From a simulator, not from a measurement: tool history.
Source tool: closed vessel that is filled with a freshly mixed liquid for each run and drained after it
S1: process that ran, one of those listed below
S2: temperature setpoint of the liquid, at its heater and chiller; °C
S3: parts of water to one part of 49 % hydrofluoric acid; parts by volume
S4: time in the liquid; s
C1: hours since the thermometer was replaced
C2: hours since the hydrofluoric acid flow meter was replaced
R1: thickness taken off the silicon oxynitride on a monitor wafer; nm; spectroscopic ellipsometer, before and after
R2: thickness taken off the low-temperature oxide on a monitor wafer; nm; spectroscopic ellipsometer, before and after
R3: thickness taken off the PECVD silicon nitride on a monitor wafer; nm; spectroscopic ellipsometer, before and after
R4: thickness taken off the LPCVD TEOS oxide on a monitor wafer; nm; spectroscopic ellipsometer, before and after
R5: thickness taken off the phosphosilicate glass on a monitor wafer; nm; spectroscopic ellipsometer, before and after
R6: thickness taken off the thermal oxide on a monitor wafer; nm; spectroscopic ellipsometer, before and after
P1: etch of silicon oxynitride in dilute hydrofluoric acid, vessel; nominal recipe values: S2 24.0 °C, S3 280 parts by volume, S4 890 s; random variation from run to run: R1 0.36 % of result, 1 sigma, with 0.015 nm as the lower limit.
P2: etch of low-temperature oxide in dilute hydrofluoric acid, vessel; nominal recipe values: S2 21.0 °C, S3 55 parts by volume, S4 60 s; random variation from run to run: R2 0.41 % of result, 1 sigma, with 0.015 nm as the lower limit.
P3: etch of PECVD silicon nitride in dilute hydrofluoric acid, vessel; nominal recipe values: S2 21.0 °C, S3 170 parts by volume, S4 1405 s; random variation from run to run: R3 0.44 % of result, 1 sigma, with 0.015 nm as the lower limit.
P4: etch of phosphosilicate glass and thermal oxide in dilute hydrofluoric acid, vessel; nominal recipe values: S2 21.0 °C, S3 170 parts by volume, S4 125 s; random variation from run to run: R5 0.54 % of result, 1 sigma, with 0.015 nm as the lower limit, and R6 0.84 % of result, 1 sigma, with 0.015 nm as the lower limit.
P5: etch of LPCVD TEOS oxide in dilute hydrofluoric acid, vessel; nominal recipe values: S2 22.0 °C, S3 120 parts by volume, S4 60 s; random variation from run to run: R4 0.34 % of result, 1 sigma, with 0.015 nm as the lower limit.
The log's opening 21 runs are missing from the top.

Run 22, day 6.383: S1 P1, S2 24.0 °C, S3 280 parts by volume, S4 1595 s; C1 690.6; C2 395.3. Result: R1 13.5310 nm.
Run 23, day 6.562: S1 P3, S2 21.0 °C, S3 170 parts by volume, S4 2240 s; C1 694.9; C2 399.6. Result: R3 19.2530 nm.
Run 24, day 6.854: S1 P5, S2 22.0 °C, S3 200 parts by volume, S4 60 s; C1 701.9; C2 406.6. Result: R4 13.400 nm.
Run 25, day 7.204: S1 P1, S2 24.0 °C, S3 280 parts by volume, S4 890 s; C1 710.3; C2 415.0. Result: R1 7.5805 nm.
Run 26, day 7.583: S1 P1, S2 24.0 °C, S3 280 parts by volume, S4 890 s; C1 719.4; C2 424.1. Result: R1 7.5289 nm.
Run 27, day 7.917: S1 P1, S2 24.0 °C, S3 280 parts by volume, S4 890 s; C1 727.4; C2 432.1. Result: R1 7.5067 nm.
Run 28, day 8.142: S1 P2, S2 21.0 °C, S3 55 parts by volume, S4 30 s; C1 732.8; C2 437.5. Result: R2 5.8617 nm.
Run 29, day 8.346: S1 P1, S2 29.5 °C, S3 280 parts by volume, S4 890 s; C1 737.7; C2 442.4. Result: R1 9.4149 nm.
Run 30, day 8.546: S1 P3, S2 21.0 °C, S3 170 parts by volume, S4 1405 s; C1 742.5; C2 447.2. Result: R3 12.0520 nm.
Run 31, day 8.817: S1 P5, S2 22.0 °C, S3 120 parts by volume, S4 30 s; C1 749.0; C2 453.7. Result: R4 12.082 nm.
Run 32, day 9.058: S1 P1, S2 24.0 °C, S3 280 parts by volume, S4 890 s; C1 754.8; C2 459.5. Result: R1 7.4744 nm.
Run 33, day 9.333: S1 P1, S2 24.0 °C, S3 280 parts by volume, S4 890 s; C1 761.4; C2 466.1. Result: R1 7.3009 nm.
Run 34, day 9.683: S1 P1, S2 24.0 °C, S3 280 parts by volume, S4 890 s; C1 769.8; C2 474.5. Result: R1 7.1738 nm.
Run 35, day 9.958: S1 P1, S2 24.0 °C, S3 280 parts by volume, S4 890 s; C1 776.4; C2 481.1. Result: R1 7.1324 nm.

Forecast run 36:
Run 36, day 10.275: S1 P1, S2 24.0 °C, S3 280 parts by volume, S4 890 s; C1 784.0; C2 488.7. Result: R1 ?.

R1: 7.1071 nm
